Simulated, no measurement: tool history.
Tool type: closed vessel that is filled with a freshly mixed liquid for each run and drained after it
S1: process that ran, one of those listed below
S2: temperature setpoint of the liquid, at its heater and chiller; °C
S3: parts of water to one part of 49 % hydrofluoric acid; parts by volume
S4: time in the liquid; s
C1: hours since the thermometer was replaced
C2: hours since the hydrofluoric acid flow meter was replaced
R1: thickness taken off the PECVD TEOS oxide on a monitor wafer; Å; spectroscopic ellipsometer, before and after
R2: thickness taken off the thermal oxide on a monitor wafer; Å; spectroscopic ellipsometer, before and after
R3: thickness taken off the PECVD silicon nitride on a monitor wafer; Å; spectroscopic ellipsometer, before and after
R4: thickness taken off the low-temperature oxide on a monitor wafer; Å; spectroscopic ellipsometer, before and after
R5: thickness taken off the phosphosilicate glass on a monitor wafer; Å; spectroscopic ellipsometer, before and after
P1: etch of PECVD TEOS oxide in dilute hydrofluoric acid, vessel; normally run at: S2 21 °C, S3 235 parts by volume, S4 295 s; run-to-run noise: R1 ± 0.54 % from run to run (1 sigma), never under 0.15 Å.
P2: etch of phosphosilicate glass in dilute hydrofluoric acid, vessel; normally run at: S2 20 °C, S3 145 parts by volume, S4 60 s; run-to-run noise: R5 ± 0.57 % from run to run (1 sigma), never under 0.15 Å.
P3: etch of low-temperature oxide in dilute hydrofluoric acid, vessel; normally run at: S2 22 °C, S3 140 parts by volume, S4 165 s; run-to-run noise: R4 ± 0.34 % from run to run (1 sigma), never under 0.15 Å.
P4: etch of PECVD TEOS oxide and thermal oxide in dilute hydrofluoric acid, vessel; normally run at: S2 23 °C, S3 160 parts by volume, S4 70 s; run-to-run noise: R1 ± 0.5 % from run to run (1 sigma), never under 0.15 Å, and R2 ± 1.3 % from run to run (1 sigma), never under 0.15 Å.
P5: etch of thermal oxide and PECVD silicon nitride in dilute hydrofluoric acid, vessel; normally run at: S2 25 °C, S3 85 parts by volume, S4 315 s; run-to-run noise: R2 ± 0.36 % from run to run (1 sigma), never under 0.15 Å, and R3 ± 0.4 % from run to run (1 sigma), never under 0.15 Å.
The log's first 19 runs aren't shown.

| run | hour | S1 | S2 | S3 | S4 | C1 | C2 | R1 | R2 | R3 | R4 | R5 |
|---|---|---|---|---|---|---|---|---|---|---|---|---|
| 20 | 117.8 | P1 | 27 | 60 | 295 | 1118.9 | 435 | 799.54 |  |  |  |  |
| 21 | 124 | P5 | 25 | 85 | 475 | 1125.1 | 441.2 |  | 301.87 | 337.62 |  |  |
| 22 | 127.8 | P4 | 28.5 | 160 | 70 | 1128.9 | 445 | 121.02 | 22.273 |  |  |  |
| 23 | 132.5 | P1 | 21 | 235 | 295 | 1133.6 | 449.7 | 134.79 |  |  |  |  |
| 24 | 139.5 | P1 | 21 | 235 | 295 | 1140.6 | 456.7 | 132.51 |  |  |  |  |
| 25 | 143.7 | P4 | 23 | 160 | 70 | 1144.8 | 460.9 | 99.076 | 18.156 |  |  |  |
| 26 | 150 | P3 | 22 | 140 | 30 | 1151.1 | 467.2 |  |  |  | 30.744 |  |
| 27 | 157.5 | P4 | 23 | 160 | 70 | 1158.6 | 474.7 | 98.45 | 17.889 |  |  |  |
| 28 | 161.2 | P5 | 25 | 125 | 315 | 1162.3 | 478.4 |  | 129.98 | 152.58 |  |  |

What will run 29 give?
| 29 | 169.6 | P1 | 21 | 385 | 295 | 1170.7 | 486.8 | ? |  |  |  |  |

R1: 71.754 Å
